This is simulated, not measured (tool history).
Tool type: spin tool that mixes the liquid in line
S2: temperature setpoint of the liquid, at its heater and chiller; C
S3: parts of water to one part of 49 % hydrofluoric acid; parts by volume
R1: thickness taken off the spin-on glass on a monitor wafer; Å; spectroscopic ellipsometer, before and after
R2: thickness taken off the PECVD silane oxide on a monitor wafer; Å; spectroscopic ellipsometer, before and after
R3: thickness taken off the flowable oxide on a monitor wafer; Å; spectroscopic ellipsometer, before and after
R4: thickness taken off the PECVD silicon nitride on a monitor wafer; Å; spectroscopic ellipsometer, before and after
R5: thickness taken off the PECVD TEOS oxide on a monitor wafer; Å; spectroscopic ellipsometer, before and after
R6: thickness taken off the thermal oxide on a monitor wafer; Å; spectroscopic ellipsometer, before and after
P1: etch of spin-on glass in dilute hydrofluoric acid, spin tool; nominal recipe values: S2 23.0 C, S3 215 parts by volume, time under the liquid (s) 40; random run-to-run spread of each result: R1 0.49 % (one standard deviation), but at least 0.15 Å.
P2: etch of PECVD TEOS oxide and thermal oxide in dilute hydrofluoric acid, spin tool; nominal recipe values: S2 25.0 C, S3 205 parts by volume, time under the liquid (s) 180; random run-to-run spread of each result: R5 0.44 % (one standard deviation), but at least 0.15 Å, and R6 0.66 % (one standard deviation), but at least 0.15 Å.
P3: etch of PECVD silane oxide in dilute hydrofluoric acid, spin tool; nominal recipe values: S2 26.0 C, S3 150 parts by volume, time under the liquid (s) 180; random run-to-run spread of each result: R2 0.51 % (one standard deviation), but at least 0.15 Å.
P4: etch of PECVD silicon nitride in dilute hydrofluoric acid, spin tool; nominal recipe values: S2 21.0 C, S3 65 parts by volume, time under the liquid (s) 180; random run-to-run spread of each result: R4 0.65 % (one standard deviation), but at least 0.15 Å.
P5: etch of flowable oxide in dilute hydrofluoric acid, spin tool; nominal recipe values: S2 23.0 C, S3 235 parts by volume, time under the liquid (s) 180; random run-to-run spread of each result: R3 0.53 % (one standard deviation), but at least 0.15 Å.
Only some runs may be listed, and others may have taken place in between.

{"run": 1, "hour": 3.8, "process that ran": "P1", "S2": 23.0, "S3": 215, "time under the liquid (s)": 40, "R1": 64.504}
{"run": 2, "hour": 7.1, "process that ran": "P3", "S2": 26.0, "S3": 35, "time under the liquid (s)": 180, "R2": 942.47}
{"run": 3, "hour": 9.6, "process that ran": "P3", "S2": 34.0, "S3": 150, "time under the liquid (s)": 180, "R2": 248.72}
{"run": 4, "hour": 13.7, "process that ran": "P5", "S2": 17.0, "S3": 235, "time under the liquid (s)": 180, "R3": 160.72}
{"run": 5, "hour": 18.3, "process that ran": "P4", "S2": 21.0, "S3": 95, "time under the liquid (s)": 180, "R4": 25.623}
{"run": 6, "hour": 22.0, "process that ran": "P2", "S2": 17.5, "S3": 205, "time under the liquid (s)": 180, "R5": 51.888, "R6": 29.302}
{"run": 7, "hour": 26.7, "process that ran": "P4", "S2": 17.0, "S3": 65, "time under the liquid (s)": 180, "R4": 28.164}
{"run": 8, "hour": 30.9, "process that ran": "P1", "S2": 23.0, "S3": 215, "time under the liquid (s)": 15, "R1": 23.795}
{"run": 9, "hour": 35.4, "process that ran": "P1", "S2": 18.5, "S3": 215, "time under the liquid (s)": 40, "R1": 54.314}
{"run": 10, "hour": 38.0, "process that ran": "P4", "S2": 21.0, "S3": 65, "time under the liquid (s)": 180, "R4": 37.824}
{"run": 11, "hour": 41.2, "process that ran": "P1", "S2": 23.0, "S3": 100, "time under the liquid (s)": 15, "R1": 58.857}
{"run": 12, "hour": 43.7, "process that ran": "P3", "S2": 26.0, "S3": 150, "time under the liquid (s)": 180, "R2": 188.59}
{"run": 13, "hour": 46.7, "process that ran": "P1", "S2": 23.0, "S3": 380, "time under the liquid (s)": 40, "R1": 31.007}
{"run": 14, "hour": 51.4, "process that ran": "P1", "S2": 23.0, "S3": 110, "time under the liquid (s)": 40, "R1": 140.23}
{"run": 15, "hour": 55.9, "process that ran": "P4", "S2": 21.0, "S3": 65, "time under the liquid (s)": 180, "R4": 36.885}
{"run": 16, "hour": 58.3, "process that ran": "P5", "S2": 23.0, "S3": 130, "time under the liquid (s)": 180, "R3": 407.08}
{"run": 17, "hour": 61.4, "process that ran": "P2", "S2": 25.0, "S3": 335, "time under the liquid (s)": 180, "R5": 37.076, "R6": 20.327}
{"run": 18, "hour": 65.0, "process that ran": "P1", "S2": 23.0, "S3": 215, "time under the liquid (s)": 40, "R1": 63.812}
{"run": 19, "hour": 68.1, "process that ran": "P1", "S2": 23.0, "S3": 370, "time under the liquid (s)": 20, "R1": 15.846}
{"run": 20, "hour": 72.9, "process that ran": "P5", "S2": 23.0, "S3": 235, "time under the liquid (s)": 180, "R3": 200.9}
{"hour": 74.3, "done": "hydrofluoric acid flow meter replaced"}
{"run": 21, "hour": 75.5, "process that ran": "P2", "S2": 25.0, "S3": 205, "time under the liquid (s)": 65, "R5": 24.845, "R6": 13.84}
{"run": 22, "hour": 80.3, "process that ran": "P1", "S2": 23.0, "S3": 215, "time under the liquid (s)": 40, "R1": 64.3}
{"run": 23, "hour": 84.2, "process that ran": "P4", "S2": 21.0, "S3": 65, "time under the liquid (s)": 300, "R4": 61.987}
{"run": 24, "hour": 86.5, "process that ran": "P3", "S2": 26.0, "S3": 150, "time under the liquid (s)": 20, "R2": 21.094}
{"run": 25, "hour": 90.7, "process that ran": "P5", "S2": 23.0, "S3": 235, "time under the liquid (s)": 305, "R3": 341.87}
{"run": 26, "hour": 93.7, "process that ran": "P1", "S2": 23.0, "S3": 215, "time under the liquid (s)": 40, "R1": 63.732}
{"run": 27, "hour": 97.9, "process that ran": "P1", "S2": 29.0, "S3": 215, "time under the liquid (s)": 40, "R1": 80.266}
{"run": 28, "hour": 101.3, "process that ran": "P2", "S2": 25.0, "S3": 205, "time under the liquid (s)": 180, "R5": 68.772, "R6": 38.751}
{"run": 29, "hour": 105.5, "process that ran": "P1", "S2": 23.0, "S3": 215, "time under the liquid (s)": 65, "R1": 104.31}
{"run": 30, "hour": 108.9, "process that ran": "P1", "S2": 23.0, "S3": 215, "time under the liquid (s)": 40, "R1": 64.33}
{"run": 31, "hour": 112.9, "process that ran": "P1", "S2": 23.0, "S3": 215, "time under the liquid (s)": 40, "R1": 61.863}
{"run": 32, "hour": 115.3, "process that ran": "P1", "S2": 23.0, "S3": 215, "time under the liquid (s)": 40, "R1": 61.875}
{"run": 33, "hour": 118.2, "process that ran": "P1", "S2": 23.0, "S3": 215, "time under the liquid (s)": 40, "R1": 60.954}
{"run": 34, "hour": 123.0, "process that ran": "P1", "S2": 23.0, "S3": 215, "time under the liquid (s)": 40, "R1": 59.425}
{"run": 35, "hour": 125.7, "process that ran": "P1", "S2": 23.0, "S3": 215, "time under the liquid (s)": 40, "R1": 60.16}
{"run": 36, "hour": 129.3, "process that ran": "P1", "S2": 23.0, "S3": 215, "time under the liquid (s)": 40, "R1": 59.286}
{"run": 37, "hour": 133.6, "process that ran": "P1", "S2": 23.0, "S3": 215, "time under the liquid (s)": 40, "R1": 59.434}
{"run": 38, "hour": 137.1, "process that ran": "P1", "S2": 23.0, "S3": 215, "time under the liquid (s)": 40, "R1": 59.406}

Something has made what P1 gives creep away from where it was; the 2 causes below, each at its own stated size, fit the log equally well:
A: hydrofluoric acid flow below the setpoint (%) = 6.13
B: liquid colder than its thermometer reads (K) = 2.08
Onset of the creep was near hour 108.9.

4 check runs are offered, one wafer each, their results left as question marks. Which one tells the causes apart?
{"run": "check 1", "hour": 140.6, "process that ran": "P4", "S2": 21.0, "S3": 65, "time under the liquid (s)": 180, "R4": "?"}
{"run": "check 2", "hour": 140.6, "process that ran": "P3", "S2": 26.0, "S3": 150, "time under the liquid (s)": 180, "R2": "?"}
{"run": "check 3", "hour": 140.6, "process that ran": "P2", "S2": 25.0, "S3": 205, "time under the liquid (s)": 180, "R5": "?", "R6": "?"}
{"run": "check 4", "hour": 140.6, "process that ran": "P5", "S2": 23.0, "S3": 235, "time under the liquid (s)": 180, "R3": "?"}

How each check would come out, cause by cause:
check=check_1 result=R4 if_A=34.952 if_B=32.203
check=check_2 result=R2 if_A=175.230 if_B=174.560
check=check_3 result=R5 if_A=63.775 if_B=63.848
check=check_3 result=R6 if_A=35.483 if_B=35.524
check=check_4 result=R3 if_A=185.74 if_B=186.06
Separation of the two closest causes in each check, using whichever result separates them best: check 1 8.19 %; check 2 0.38 %; check 3 0.11 %; check 4 0.17 %
Only in check 1 would the causes give clearly different results; in the remaining checks their results would be nearly the same.

Here is what check 1 returned: R4 32.173 Å. Which cause is it?

The cause is B: liquid colder than its thermometer reads (K).

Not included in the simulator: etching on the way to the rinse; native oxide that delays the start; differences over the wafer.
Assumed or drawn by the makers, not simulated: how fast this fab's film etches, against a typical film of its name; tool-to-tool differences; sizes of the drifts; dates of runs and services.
